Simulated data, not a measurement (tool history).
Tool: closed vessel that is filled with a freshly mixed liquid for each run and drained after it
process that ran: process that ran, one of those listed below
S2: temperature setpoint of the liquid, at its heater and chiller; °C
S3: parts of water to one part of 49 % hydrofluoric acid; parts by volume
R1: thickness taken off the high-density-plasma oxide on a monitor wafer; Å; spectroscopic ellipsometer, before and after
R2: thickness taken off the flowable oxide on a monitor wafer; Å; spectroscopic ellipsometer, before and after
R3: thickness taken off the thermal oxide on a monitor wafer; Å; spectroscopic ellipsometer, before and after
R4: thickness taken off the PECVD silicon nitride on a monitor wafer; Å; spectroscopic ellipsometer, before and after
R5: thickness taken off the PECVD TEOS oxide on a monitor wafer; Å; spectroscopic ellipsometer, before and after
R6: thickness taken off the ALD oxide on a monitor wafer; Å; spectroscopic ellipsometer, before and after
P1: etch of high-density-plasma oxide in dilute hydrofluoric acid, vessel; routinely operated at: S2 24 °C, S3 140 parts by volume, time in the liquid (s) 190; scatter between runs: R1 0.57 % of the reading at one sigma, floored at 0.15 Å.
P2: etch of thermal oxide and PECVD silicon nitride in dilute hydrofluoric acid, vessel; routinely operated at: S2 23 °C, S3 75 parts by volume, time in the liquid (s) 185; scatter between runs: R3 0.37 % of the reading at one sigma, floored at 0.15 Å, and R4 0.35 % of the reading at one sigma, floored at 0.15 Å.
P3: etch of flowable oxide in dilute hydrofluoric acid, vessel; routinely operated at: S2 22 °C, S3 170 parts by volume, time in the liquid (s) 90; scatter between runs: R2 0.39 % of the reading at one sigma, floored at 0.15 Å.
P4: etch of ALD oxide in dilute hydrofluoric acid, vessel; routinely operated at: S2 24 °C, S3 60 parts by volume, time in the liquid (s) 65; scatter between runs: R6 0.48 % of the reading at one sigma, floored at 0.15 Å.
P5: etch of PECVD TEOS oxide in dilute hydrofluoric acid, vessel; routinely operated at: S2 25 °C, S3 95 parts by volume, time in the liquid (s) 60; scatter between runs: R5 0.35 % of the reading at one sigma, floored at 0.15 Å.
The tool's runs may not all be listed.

{"run": 1, "hour": 2.6, "process that ran": "P1", "S2": 24, "S3": 140, "time in the liquid (s)": 190, "R1": 106.04}
{"run": 2, "hour": 4.5, "process that ran": "P3", "S2": 22, "S3": 75, "time in the liquid (s)": 90, "R2": 494.75}
{"run": 3, "hour": 8.5, "process that ran": "P1", "S2": 24, "S3": 140, "time in the liquid (s)": 190, "R1": 104.49}
{"run": 4, "hour": 11.9, "process that ran": "P1", "S2": 24, "S3": 50, "time in the liquid (s)": 190, "R1": 326.53}
{"run": 5, "hour": 14.6, "process that ran": "P1", "S2": 24, "S3": 140, "time in the liquid (s)": 190, "R1": 103.89}
{"run": 6, "hour": 18.4, "process that ran": "P3", "S2": 22, "S3": 170, "time in the liquid (s)": 90, "R2": 195.41}
{"run": 7, "hour": 22.1, "process that ran": "P2", "S2": 23, "S3": 75, "time in the liquid (s)": 185, "R3": 110.57, "R4": 88.898}
{"run": 8, "hour": 24.9, "process that ran": "P2", "S2": 23, "S3": 110, "time in the liquid (s)": 185, "R3": 73.082, "R4": 60.921}
{"run": 9, "hour": 27.8, "process that ran": "P1", "S2": 19.5, "S3": 140, "time in the liquid (s)": 75, "R1": 34.581}
{"run": 10, "hour": 31.2, "process that ran": "P1", "S2": 17, "S3": 55, "time in the liquid (s)": 190, "R1": 220.85}
{"run": 11, "hour": 35.6, "process that ran": "P1", "S2": 17, "S3": 140, "time in the liquid (s)": 190, "R1": 79.621}
{"run": 12, "hour": 38.7, "process that ran": "P3", "S2": 22, "S3": 170, "time in the liquid (s)": 30, "R2": 64.787}
{"run": 13, "hour": 41.1, "process that ran": "P5", "S2": 25, "S3": 155, "time in the liquid (s)": 60, "R5": 84.043}
{"run": 14, "hour": 45.1, "process that ran": "P4", "S2": 24, "S3": 60, "time in the liquid (s)": 65, "R6": 280.99}
{"run": 15, "hour": 47.3, "process that ran": "P4", "S2": 24, "S3": 25, "time in the liquid (s)": 65, "R6": 700.22}
{"run": 16, "hour": 49.6, "process that ran": "P4", "S2": 17.5, "S3": 60, "time in the liquid (s)": 65, "R6": 211.28}
{"run": 17, "hour": 53.0, "process that ran": "P4", "S2": 24, "S3": 60, "time in the liquid (s)": 30, "R6": 128.98}
{"run": 18, "hour": 55.5, "process that ran": "P2", "S2": 17.5, "S3": 75, "time in the liquid (s)": 185, "R3": 88.054, "R4": 61.071}
{"run": 19, "hour": 59.6, "process that ran": "P5", "S2": 20, "S3": 95, "time in the liquid (s)": 60, "R5": 119.79}
{"run": 20, "hour": 64.0, "process that ran": "P5", "S2": 25, "S3": 95, "time in the liquid (s)": 60, "R5": 147.25}
{"run": 21, "hour": 68.2, "process that ran": "P1", "S2": 24, "S3": 200, "time in the liquid (s)": 370, "R1": 132.9}
{"run": 22, "hour": 71.7, "process that ran": "P1", "S2": 24, "S3": 140, "time in the liquid (s)": 190, "R1": 104.27}
{"run": 23, "hour": 75.3, "process that ran": "P3", "S2": 28, "S3": 170, "time in the liquid (s)": 90, "R2": 244.48}
{"run": 24, "hour": 78.1, "process that ran": "P1", "S2": 24, "S3": 140, "time in the liquid (s)": 380, "R1": 209.22}
{"run": 25, "hour": 80.2, "process that ran": "P1", "S2": 24, "S3": 140, "time in the liquid (s)": 190, "R1": 105}
{"run": 26, "hour": 82.6, "process that ran": "P3", "S2": 22, "S3": 170, "time in the liquid (s)": 90, "R2": 195.71}
{"run": 27, "hour": 87.0, "process that ran": "P1", "S2": 24, "S3": 140, "time in the liquid (s)": 190, "R1": 104.36}
{"run": 28, "hour": 90.4, "process that ran": "P2", "S2": 23, "S3": 75, "time in the liquid (s)": 185, "R3": 110.36, "R4": 88.544}
{"run": 29, "hour": 93.5, "process that ran": "P2", "S2": 23, "S3": 75, "time in the liquid (s)": 360, "R3": 214.17, "R4": 172.8}
{"run": 30, "hour": 97.9, "process that ran": "P1", "S2": 24, "S3": 140, "time in the liquid (s)": 190, "R1": 104.01}
{"run": 31, "hour": 101.2, "process that ran": "P4", "S2": 24, "S3": 60, "time in the liquid (s)": 65, "R6": 278.64}
{"run": 32, "hour": 103.1, "process that ran": "P5", "S2": 25, "S3": 95, "time in the liquid (s)": 35, "R5": 85.626}
{"run": 33, "hour": 106.6, "process that ran": "P1", "S2": 24, "S3": 255, "time in the liquid (s)": 190, "R1": 51.367}
{"run": 34, "hour": 109.6, "process that ran": "P1", "S2": 31.5, "S3": 140, "time in the liquid (s)": 190, "R1": 137.95}
{"run": 35, "hour": 113.1, "process that ran": "P1", "S2": 24, "S3": 140, "time in the liquid (s)": 30, "R1": 16.663}
{"run": 36, "hour": 116.5, "process that ran": "P1", "S2": 24, "S3": 140, "time in the liquid (s)": 190, "R1": 105.55}
{"run": 37, "hour": 119.2, "process that ran": "P1", "S2": 24, "S3": 140, "time in the liquid (s)": 190, "R1": 106.97}
{"run": 38, "hour": 122.0, "process that ran": "P1", "S2": 24, "S3": 140, "time in the liquid (s)": 190, "R1": 109.09}
{"run": 39, "hour": 124.6, "process that ran": "P1", "S2": 24, "S3": 140, "time in the liquid (s)": 190, "R1": 109.15}
{"run": 40, "hour": 128.5, "process that ran": "P1", "S2": 24, "S3": 140, "time in the liquid (s)": 190, "R1": 110.96}
{"run": 41, "hour": 132.7, "process that ran": "P1", "S2": 24, "S3": 140, "time in the liquid (s)": 190, "R1": 112.06}
{"run": 42, "hour": 136.3, "process that ran": "P1", "S2": 24, "S3": 140, "time in the liquid (s)": 190, "R1": 112.32}
{"run": 43, "hour": 139.8, "process that ran": "P1", "S2": 24, "S3": 140, "time in the liquid (s)": 190, "R1": 111.57}
{"run": 44, "hour": 142.2, "process that ran": "P1", "S2": 24, "S3": 140, "time in the liquid (s)": 190, "R1": 112.03}

P1 has crept away from where it was. The log is fitted equally well by each of these 2 causes, at the sizes shown:
A: liquid hotter than its thermometer reads (K) = 1.79
B: hydrofluoric acid flow above the setpoint (%) = 6.04
Onset of the creep was near hour 116.5.

4 check runs are offered, one wafer each, their results left as question marks. Which one tells the causes apart?
{"run": "check 1", "hour": 144.6, "process that ran": "P4", "S2": 24, "S3": 60, "time in the liquid (s)": 65, "R6": "?"}
{"run": "check 2", "hour": 144.6, "process that ran": "P5", "S2": 25, "S3": 95, "time in the liquid (s)": 60, "R5": "?"}
{"run": "check 3", "hour": 144.6, "process that ran": "P3", "S2": 22, "S3": 170, "time in the liquid (s)": 90, "R2": "?"}
{"run": "check 4", "hour": 144.6, "process that ran": "P2", "S2": 23, "S3": 75, "time in the liquid (s)": 185, "R3": "?", "R4": "?"}

What each check would give under each cause:
check=check_1 result=R6 if_A=299.83 if_B=297.03
check=check_2 result=R5 if_A=157.6 if_B=156.9
check=check_3 result=R2 if_A=209.06 if_B=209.2
check=check_4 result=R3 if_A=119.12 if_B=118.13
check=check_4 result=R4 if_A=100.46 if_B=94.434
Per check, the gap between the least separated pair of causes, taken in the result that splits them most: check 1 0.94 %; check 2 0.45 %; check 3 0.07 %; check 4 6.18 %
Of the check runs offered, only check 4 discriminates between the causes; the rest would read about the same regardless of which cause applies.

Check 4 was carried out, with these results: R3 119.27 Å; R4 100.37 Å. Which of the listed causes is responsible?

It was cause A: liquid hotter than its thermometer reads (K).

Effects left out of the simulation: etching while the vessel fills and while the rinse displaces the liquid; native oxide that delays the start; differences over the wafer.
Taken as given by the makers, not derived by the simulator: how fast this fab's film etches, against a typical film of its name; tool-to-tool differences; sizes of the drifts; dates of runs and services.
